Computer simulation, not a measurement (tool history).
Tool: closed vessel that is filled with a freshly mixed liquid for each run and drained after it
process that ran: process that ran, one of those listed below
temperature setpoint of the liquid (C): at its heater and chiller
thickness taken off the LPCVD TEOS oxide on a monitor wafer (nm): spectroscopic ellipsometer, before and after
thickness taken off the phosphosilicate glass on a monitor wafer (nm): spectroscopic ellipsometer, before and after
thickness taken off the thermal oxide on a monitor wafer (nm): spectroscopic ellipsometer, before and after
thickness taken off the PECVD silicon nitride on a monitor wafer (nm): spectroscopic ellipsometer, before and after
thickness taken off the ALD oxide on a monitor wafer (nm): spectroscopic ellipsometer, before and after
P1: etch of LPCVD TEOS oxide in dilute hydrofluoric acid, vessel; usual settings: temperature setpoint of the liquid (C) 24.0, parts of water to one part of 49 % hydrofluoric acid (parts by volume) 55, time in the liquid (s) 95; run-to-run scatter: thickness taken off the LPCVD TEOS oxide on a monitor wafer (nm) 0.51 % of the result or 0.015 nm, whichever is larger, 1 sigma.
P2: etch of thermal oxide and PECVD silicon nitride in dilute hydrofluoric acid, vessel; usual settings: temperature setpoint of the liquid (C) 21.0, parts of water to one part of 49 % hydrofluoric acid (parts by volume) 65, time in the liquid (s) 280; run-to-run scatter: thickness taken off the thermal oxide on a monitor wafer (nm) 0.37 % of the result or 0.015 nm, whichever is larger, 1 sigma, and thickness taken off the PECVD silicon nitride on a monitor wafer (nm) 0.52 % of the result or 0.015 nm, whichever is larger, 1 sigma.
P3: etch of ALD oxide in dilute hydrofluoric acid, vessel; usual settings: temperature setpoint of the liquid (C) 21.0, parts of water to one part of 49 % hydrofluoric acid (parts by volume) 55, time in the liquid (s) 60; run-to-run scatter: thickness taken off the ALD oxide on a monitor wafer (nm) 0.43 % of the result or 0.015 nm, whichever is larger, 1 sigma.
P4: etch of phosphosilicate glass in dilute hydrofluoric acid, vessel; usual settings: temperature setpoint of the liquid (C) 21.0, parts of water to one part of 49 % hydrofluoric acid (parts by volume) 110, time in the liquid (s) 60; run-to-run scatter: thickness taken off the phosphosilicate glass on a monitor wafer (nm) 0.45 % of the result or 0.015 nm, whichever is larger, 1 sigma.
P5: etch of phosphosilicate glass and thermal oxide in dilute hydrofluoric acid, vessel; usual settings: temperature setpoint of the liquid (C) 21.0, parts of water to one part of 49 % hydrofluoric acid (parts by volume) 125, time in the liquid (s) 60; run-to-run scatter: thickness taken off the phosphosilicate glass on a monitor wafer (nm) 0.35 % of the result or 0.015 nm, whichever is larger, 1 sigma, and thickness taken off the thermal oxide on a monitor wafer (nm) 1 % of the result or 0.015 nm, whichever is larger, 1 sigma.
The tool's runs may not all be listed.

run   hour  process that ran  temperature setpoint of the liquid (C)  parts of water to one part of 49 % hydrofluoric acid (parts by volume)  time in the liquid (s)  hours since the thermometer was replaced  hours since the hydrofluoric acid flow meter was replaced  thickness taken off the LPCVD TEOS oxide on a monitor wafer (nm)  thickness taken off the phosphosilicate glass on a monitor wafer (nm)  thickness taken off the thermal oxide on a monitor wafer (nm)  thickness taken off the PECVD silicon nitride on a monitor wafer (nm)  thickness taken off the ALD oxide on a monitor wafer (nm)
  1   10.6                P1                                    24.0                                                                      55                      95                                     716.5                                                      517.8                                                            51.276
  2   17.0                P1                                    18.0                                                                      55                      30                                     722.9                                                      524.2                                                            12.329
  3   25.9                P1                                    24.0                                                                      35                      95                                     731.8                                                      533.1                                                            82.355
  4   33.4                P4                                    21.0                                                                     150                      60                                     739.3                                                      540.6                                                                                                                                   54.100
  5   42.8                P1                                    17.0                                                                      55                      95                                     748.7                                                      550.0                                                            37.938
  6   50.7                P4                                    21.0                                                                     110                     100                                     756.6                                                      557.9                                                                                                                                  129.270
  7   65.4                P2                                    21.0                                                                      20                     280                                     771.3                                                      572.6                                                                                                                                                                                                 64.7800                                                                63.8280
  8   74.7                P1                                    24.0                                                                      55                      30                                     780.6                                                      581.9                                                            15.887
  9   88.5                P1                                    24.0                                                                      55                      95                                     794.4                                                      595.7                                                            51.058
 10   99.4                P5                                    21.0                                                                     125                      90                                     805.3                                                      606.6                                                                                                                                  121.630                                                         2.8924
 11  107.3                P1                                    24.0                                                                      55                      95                                     813.2                                                      614.5                                                            50.591
 12  120.8                P1                                    24.0                                                                      95                      95                                     826.7                                                      628.0                                                            27.771
 13  134.8                P1                                    29.0                                                                      55                      95                                     840.7                                                      642.0                                                            61.594
 14  141.2                P2                                    21.0                                                                      65                     280                                     847.1                                                      648.4                                                                                                                                                                                                 18.8640                                                                20.3500
 15  150.4                P4                                    21.0                                                                     110                      60                                     856.3                                                      657.6                                                                                                                                   76.104
 16  162.9                P3                                    21.0                                                                      55                      60                                     868.8                                                      670.1                                                                                                                                                                                                                                                                                                                                   16.6110
 17  176.6                P5                                    17.0                                                                     125                      60                                     882.5                                                      683.8                                                                                                                                   69.526                                                         1.6019
 18  184.3                P4                                    26.0                                                                     110                      60                                     890.2                                                      691.5                                                                                                                                   93.299
 19  197.3                P2                                    29.0                                                                      65                     280                                     903.2                                                      704.5                                                                                                                                                                                                 26.0600                                                                34.4050
 20  210.3                P1                                    17.5                                                                      55                      30                                     916.2                                                      717.5                                                            12.182
 21  218.8                P4                                    21.0                                                                     110                      60                                     924.7                                                      726.0                                                                                                                                   76.684
 22  230.6                P3                                    21.0                                                                      55                      30                                     936.5                                                      737.8                                                                                                                                                                                                                                                                                                                                    8.2298
 23  244.5                P1                                    24.0                                                                      55                      95                                     950.4                                                      751.7                                                            50.893
 24  252.6                P1                                    24.0                                                                      55                     160                                     958.5                                                      759.8                                                            85.557
 25  260.5                P2                                    21.0                                                                      65                     280                                     966.4                                                      767.7                                                                                                                                                                                                 18.8630                                                                20.2530
 26  270.4                P1                                    24.0                                                                      55                      95                                     976.3                                                      777.6                                                            50.899
 27  278.1                P5                                    21.0                                                                     125                      60                                     984.0                                                      785.3                                                                                                                                   81.322                                                         1.8941
 28  290.7                P1                                    24.0                                                                      20                     170                                     996.6                                                      797.9                                                           263.220
 29  298.0                P3                                    21.0                                                                     105                      60                                    1003.9                                                      805.2                                                                                                                                                                                                                                                                                                                                    8.1941
 30  305.9                P5                                    21.0                                                                     125                      60                                    1011.8                                                      813.1                                                                                                                                   80.826                                                         1.9091
 31  318.6                P3                                    27.0                                                                      55                      60                                    1024.5                                                      825.8                                                                                                                                                                                                                                                                                                                                   21.1380
 32  331.4                P1                                    24.0                                                                      55                      95                                    1037.3                                                      838.6                                                            50.891
 33  345.3                P3                                    21.0                                                                      55                      60                                    1051.2                                                      852.5                                                                                                                                                                                                                                                                                                                                   16.6470
 34  354.7                P2                                    21.0                                                                      65                      30                                    1060.6                                                      861.9                                                                                                                                                                                                  2.0039                                                                 2.1907
 35  365.9                P1                                    24.0                                                                      55                      95                                    1071.8                                                      873.1                                                            50.986
 36  374.9                P5                                    21.0                                                                     170                      60                                    1080.8                                                      882.1                                                                                                                                   57.257                                                         1.3330
 37  381.8                P1                                    24.0                                                                      55                      95                                    1087.7                                                      889.0                                                            50.504
 38  389.7                P1                                    24.0                                                                      55                      95                                    1095.6                                                      896.9                                                            49.013
 39  396.9                P1                                    24.0                                                                      55                      95                                    1102.8                                                      904.1                                                            48.308
 40  406.7                P1                                    24.0                                                                      55                      95                                    1112.6                                                      913.9                                                            47.437
 41  415.7                P1                                    24.0                                                                      55                      95                                    1121.6                                                      922.9                                                            46.379
 42  428.4                P1                                    24.0                                                                      55                      95                                    1134.3                                                      935.6                                                            46.318
 43  439.1                P1                                    24.0                                                                      55                      95                                    1145.0                                                      946.3                                                            45.891
 44  449.7                P1                                    24.0                                                                      55                      95                                    1155.6                                                      956.9                                                            46.044
 45  456.2                P1                                    24.0                                                                      55                      95                                    1162.1                                                      963.4                                                            46.056

What P1 gives has crept away from where it was. These 2 causes fit the log equally well, each at the size given:
A: liquid colder than its thermometer reads (K) = 2.38
B: hydrofluoric acid flow below the setpoint (%) = 8.72
The creep began at about hour 381.8.

4 check runs are offered, one wafer each, their results left as question marks. Which one tells the causes apart?
check 1  462.7                P5                                    21.0                                                                     125                      60                                                                                                                                                                                                                                             ?                                                              ?
check 2  462.7                P4                                    21.0                                                                     110                      60                                                                                                                                                                                                                                             ?
check 3  462.7                P2                                    21.0                                                                      65                     280                                                                                                                                                                                                                                                                                                            ?                                                                      ?
check 4  462.7                P3                                    21.0                                                                      55                      60                                                                                                                                                                                                                                                                                                                                                                                                                                              ?

What each check would give under each cause:
  check                                                                 result     if A     if B
check 1  thickness taken off the phosphosilicate glass on a monitor wafer (nm)   73.867   73.285
check 1          thickness taken off the thermal oxide on a monitor wafer (nm)   1.7252   1.7117
check 2  thickness taken off the phosphosilicate glass on a monitor wafer (nm)   69.836   69.439
check 3          thickness taken off the thermal oxide on a monitor wafer (nm)  17.0190  17.0440
check 3  thickness taken off the PECVD silicon nitride on a monitor wafer (nm)  17.2350  18.5840
check 4              thickness taken off the ALD oxide on a monitor wafer (nm)  15.0240  15.0740
How far apart the two closest causes lie, in the result that separates them most: check 1 0.79 %; check 2 0.57 %; check 3 7.54 %; check 4 0.33 %
Check 3 tells the causes apart: in the others they would give nearly the same result.

Check 3 was then run and gave: thickness taken off the thermal oxide on a monitor wafer (nm) 17.1060; thickness taken off the PECVD silicon nitride on a monitor wafer (nm) 18.5950. Which cause is it?

It is B: hydrofluoric acid flow below the setpoint (%).
